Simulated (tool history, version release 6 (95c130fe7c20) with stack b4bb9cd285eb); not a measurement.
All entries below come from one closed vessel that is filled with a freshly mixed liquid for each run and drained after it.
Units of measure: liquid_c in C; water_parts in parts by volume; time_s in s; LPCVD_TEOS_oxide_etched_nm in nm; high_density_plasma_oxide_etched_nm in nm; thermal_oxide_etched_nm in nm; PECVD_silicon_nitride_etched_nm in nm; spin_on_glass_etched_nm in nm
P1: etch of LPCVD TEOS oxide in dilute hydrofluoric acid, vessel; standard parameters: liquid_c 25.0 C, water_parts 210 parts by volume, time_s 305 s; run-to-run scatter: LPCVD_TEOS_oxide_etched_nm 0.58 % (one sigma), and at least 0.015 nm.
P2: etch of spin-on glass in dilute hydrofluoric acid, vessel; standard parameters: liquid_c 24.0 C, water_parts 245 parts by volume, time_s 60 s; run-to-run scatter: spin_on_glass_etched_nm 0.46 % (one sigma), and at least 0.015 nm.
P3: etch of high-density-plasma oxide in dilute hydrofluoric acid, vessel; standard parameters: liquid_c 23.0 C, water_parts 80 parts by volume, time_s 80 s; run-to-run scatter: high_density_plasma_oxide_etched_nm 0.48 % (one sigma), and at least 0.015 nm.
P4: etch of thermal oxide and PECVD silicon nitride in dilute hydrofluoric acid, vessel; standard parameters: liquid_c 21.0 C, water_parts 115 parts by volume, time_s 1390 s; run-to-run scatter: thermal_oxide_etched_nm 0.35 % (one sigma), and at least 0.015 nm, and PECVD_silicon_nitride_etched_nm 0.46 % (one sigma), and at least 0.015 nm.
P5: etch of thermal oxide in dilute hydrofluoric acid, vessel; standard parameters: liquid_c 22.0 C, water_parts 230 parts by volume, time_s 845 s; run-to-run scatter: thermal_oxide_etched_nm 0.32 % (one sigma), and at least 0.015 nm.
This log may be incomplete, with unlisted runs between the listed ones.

run	hour	process	liquid_c	water_parts	time_s	hours since the thermometer was replaced	hours since the hydrofluoric acid flow meter was replaced	LPCVD_TEOS_oxide_etched_nm	high_density_plasma_oxide_etched_nm	thermal_oxide_etched_nm	PECVD_silicon_nitride_etched_nm	spin_on_glass_etched_nm
1	3.0	P1	25.0	210	305	749.8	850.6	22.3320				
2	7.0	P1	32.5	210	575	753.8	854.6	55.3590				
3	10.2	P1	25.0	210	305	757.0	857.8	22.3790				
4	16.0	P3	23.0	80	80	762.8	863.6		5.1615			
5	20.4	P1	25.0	210	305	767.2	868.0	22.2620				
6	26.6	P4	27.0	115	1390	773.4	874.2			57.9060	60.2290	
7	30.8	P3	23.0	80	30	777.6	878.4		1.9180			
8	35.7	P1	25.0	210	30	782.5	883.3	2.1643				
9	40.8	P2	24.0	245	60	787.6	888.4					7.2345
10	45.5	P3	23.0	20	80	792.3	893.1		22.2870			
11	51.0	P1	25.0	210	305	797.8	898.6	22.4470				
12	54.9	P1	25.0	210	305	801.7	902.5	22.2730				
13	57.9	P1	17.0	210	305	804.7	905.5	16.3930				
14	63.0	P1	25.0	345	305	809.8	910.6	11.7230				
15	66.9	P1	25.0	210	305	813.7	914.5	22.4340				
16	72.8	P1	25.0	70	305	819.6	920.4	78.4390				
17	78.0	P4	21.0	115	250	824.8	925.6			8.2512	7.3292	
18	81.6	P5	22.0	230	845	828.4	929.2			14.9910		
19	85.3	P1	25.0	210	565	832.1	932.9	41.5090				
20	91.2	P5	27.5	230	845	838.0	938.8			18.1770		
21	94.9	P4	21.0	175	1390	841.7	942.5			28.3220	27.2780	
22	100.5	P1	25.0	60	55	847.3	948.1	17.0260				
23	103.6	P5	22.0	230	1595	850.4	951.2			28.2530		
24	107.4	P2	24.0	150	60	854.2	955.0					13.1230
25	111.9	P2	24.0	245	30	858.7	959.5					3.6060
26	116.9	P5	22.0	400	845	863.7	964.5			7.3561		
27	122.5	P1	32.5	210	305	869.3	970.1	29.1350				
28	125.2	P2	17.0	245	60	872.0	972.8					5.5765
29	129.2	P4	21.0	115	1390	876.0	976.8			45.6870	41.0000	
30	132.6	P3	30.5	80	80	879.4	980.2		6.9749			
31	135.5	P1	25.0	75	165	882.3	983.1	39.6400				
32	140.4	P1	25.0	210	305	887.2	988.0	22.3510				
33	144.2	P1	25.0	210	305	891.0	991.8	22.8530				
34	148.5	P1	25.0	210	305	895.3	996.1	23.0410				
35	152.3	P1	25.0	210	305	899.1	999.9	22.9760				
36	156.6	P1	25.0	210	305	903.4	1004.2	23.4890				
37	161.8	P1	25.0	210	305	908.6	1009.4	23.4100				
38	165.2	P1	25.0	210	305	912.0	1012.8	23.3920				
39	169.7	P1	25.0	210	305	916.5	1017.3	23.6740				
40	175.2	P1	25.0	210	305	922.0	1022.8	23.6300				
41	179.1	P1	25.0	210	305	925.9	1026.7	23.9270				
42	183.2	P1	25.0	210	305	930.0	1030.8	23.3250				

What P1 gives has crept off from where it sat before. The 2 causes that follow fit the log equally well, each at the size noted:
A: hydrofluoric acid flow above the setpoint (%) = 4.41
B: liquid hotter than its thermometer reads (K) = 1.47
The gradual shift began around hour 140.4.

Consider the 4 single-wafer check runs listed below, results given as question marks: which one distinguishes between the causes by giving clearly different results for each?
check 1	187.3	P3	28.0	50	80				?			
check 2	187.3	P4	21.0	170	375					?	?	
check 3	187.3	P5	26.0	320	845					?		
check 4	187.3	P2	20.5	245	30							?

Expected result of each check under each candidate cause:
check	result	if A	if B
check 1	high_density_plasma_oxide_etched_nm	11.0130	11.1460
check 2	thermal_oxide_etched_nm	8.3219	8.3729
check 2	PECVD_silicon_nitride_etched_nm	7.8765	8.3121
check 3	thermal_oxide_etched_nm	11.9900	11.8940
check 4	spin_on_glass_etched_nm	3.3662	3.3712
Gap, in per cent, between the two causes that each check separates least, read from the result that separates them most: check 1 1.21 %; check 2 5.38 %; check 3 0.8 %; check 4 0.15 %
Only in check 2 would the causes give clearly different results; in the remaining checks their results would be nearly the same.

Check 2 has now been run. It gave: thermal_oxide_etched_nm 8.2651 nm; PECVD_silicon_nitride_etched_nm 7.8563 nm. Which of the candidate causes is it?

A is the cause: hydrofluoric acid flow above the setpoint (%).

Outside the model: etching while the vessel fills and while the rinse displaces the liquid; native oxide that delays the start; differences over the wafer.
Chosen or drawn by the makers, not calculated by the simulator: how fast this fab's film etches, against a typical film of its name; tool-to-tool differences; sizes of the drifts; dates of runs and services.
